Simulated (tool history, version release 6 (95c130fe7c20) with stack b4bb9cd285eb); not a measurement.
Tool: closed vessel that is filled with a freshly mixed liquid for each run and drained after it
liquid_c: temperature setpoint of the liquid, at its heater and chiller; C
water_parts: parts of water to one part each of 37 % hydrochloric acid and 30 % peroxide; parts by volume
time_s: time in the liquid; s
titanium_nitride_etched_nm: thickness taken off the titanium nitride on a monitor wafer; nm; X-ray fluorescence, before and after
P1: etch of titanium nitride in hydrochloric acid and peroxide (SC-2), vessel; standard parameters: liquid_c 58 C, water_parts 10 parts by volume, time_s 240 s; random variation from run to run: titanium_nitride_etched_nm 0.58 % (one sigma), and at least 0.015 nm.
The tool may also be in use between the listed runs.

Run 1, hour 2.9: liquid_c 58 C, water_parts 10 parts by volume, time_s 240 s. Result: titanium_nitride_etched_nm 6.0095 nm.
Run 2, hour 7.5: liquid_c 58 C, water_parts 10 parts by volume, time_s 30 s. Result: titanium_nitride_etched_nm 0.73794 nm.
Run 3, hour 10.8: liquid_c 58 C, water_parts 16.5 parts by volume, time_s 240 s. Result: titanium_nitride_etched_nm 3.8864 nm.
Run 4, hour 14.1: liquid_c 58 C, water_parts 4 parts by volume, time_s 240 s. Result: titanium_nitride_etched_nm 12.013 nm.
At hour 14.3: new drum of peroxide connected.
Run 5, hour 19.7: liquid_c 58 C, water_parts 10 parts by volume, time_s 240 s. Result: titanium_nitride_etched_nm 5.9974 nm.
Run 6, hour 23.6: liquid_c 58 C, water_parts 10 parts by volume, time_s 240 s. Result: titanium_nitride_etched_nm 6.109 nm.
Run 7, hour 28.4: liquid_c 72 C, water_parts 10 parts by volume, time_s 240 s. Result: titanium_nitride_etched_nm 14.293 nm.
At hour 28.8: thermometer replaced.
Run 8, hour 32.4: liquid_c 58 C, water_parts 10 parts by volume, time_s 240 s. Result: titanium_nitride_etched_nm 6.0386 nm.
Run 9, hour 37.2: liquid_c 58 C, water_parts 10 parts by volume, time_s 240 s. Result: titanium_nitride_etched_nm 6.0348 nm.
At hour 37.4: chemicals flow meter replaced.
Run 10, hour 41.2: liquid_c 58 C, water_parts 6.5 parts by volume, time_s 425 s. Result: titanium_nitride_etched_nm 15.039 nm.
Run 11, hour 44.8: liquid_c 43.5 C, water_parts 10 parts by volume, time_s 240 s. Result: titanium_nitride_etched_nm 2.2715 nm.
Run 12, hour 48.8: liquid_c 58 C, water_parts 10 parts by volume, time_s 240 s. Result: titanium_nitride_etched_nm 6.0591 nm.

Predict the results of run 13:
Run 13, hour 52.2: liquid_c 58 C, water_parts 10 parts by volume, time_s 485 s. Result: titanium_nitride_etched_nm ?.

{"run 13": {"titanium_nitride_etched_nm": 12.127}}

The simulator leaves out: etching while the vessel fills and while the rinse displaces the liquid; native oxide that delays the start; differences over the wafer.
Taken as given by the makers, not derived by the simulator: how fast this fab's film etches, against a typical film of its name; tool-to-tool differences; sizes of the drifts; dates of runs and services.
